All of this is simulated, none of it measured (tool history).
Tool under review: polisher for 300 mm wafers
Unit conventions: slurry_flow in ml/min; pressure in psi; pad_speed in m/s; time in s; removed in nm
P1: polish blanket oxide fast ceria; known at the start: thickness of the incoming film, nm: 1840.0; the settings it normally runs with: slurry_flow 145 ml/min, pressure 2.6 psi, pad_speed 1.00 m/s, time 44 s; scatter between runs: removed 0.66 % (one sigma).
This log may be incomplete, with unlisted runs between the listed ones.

run	day	slurry_flow	pressure	pad_speed	time	wafers polished on this pad	hours since the slurry nozzle was cleaned	hours since the head pressure was calibrated	removed
1	0.200	145	2.6	1.00	44	981	208.3	184.9	609.80
2	0.508	145	1.2	1.00	44	1101	215.7	192.3	283.89
# day 0.804: head pressure recalibrated
3	0.912	220	2.6	1.00	44	1260	225.4	2.6	651.69
4	1.117	145	2.6	1.00	32	1340	230.3	7.5	441.72
5	1.542	145	4.0	1.00	44	1506	240.5	17.7	938.36
6	1.829	145	2.6	1.00	63	1619	247.4	24.6	880.93
7	2.138	145	2.6	0.60	44	1740	254.8	32.0	371.79
8	2.388	85	2.6	1.00	44	1838	260.8	38.0	540.58
9	2.779	145	2.6	1.00	44	1991	270.2	47.4	608.68
10	2.988	145	2.6	1.00	44	2073	275.2	52.4	611.32
11	3.404	205	3.4	1.00	44	2236	285.2	62.4	843.22
12	3.667	145	2.6	1.00	44	2339	291.5	68.7	608.35
13	4.092	145	2.6	1.56	44	2506	301.7	78.9	945.53
14	4.421	145	2.6	1.00	44	2635	309.6	86.8	600.44
15	4.812	145	2.6	1.00	44	2788	319.0	96.2	592.67
16	5.121	145	2.6	1.00	44	2909	326.4	103.6	576.32
17	5.550	145	2.6	1.00	44	3077	336.7	113.9	556.94
18	5.779	145	2.6	1.00	44	3167	342.2	119.4	553.23
# day 6.133: head pressure recalibrated
19	6.208	145	2.6	1.00	44	3335	352.5	1.8	550.13
20	6.542	145	2.6	1.00	44	3466	360.5	9.8	550.16

The next listed run, before its measurement:
21	6.846	145	2.6	1.00	44	3585	367.8	17.1	?

{"run 21": {"removed": 552.67}}

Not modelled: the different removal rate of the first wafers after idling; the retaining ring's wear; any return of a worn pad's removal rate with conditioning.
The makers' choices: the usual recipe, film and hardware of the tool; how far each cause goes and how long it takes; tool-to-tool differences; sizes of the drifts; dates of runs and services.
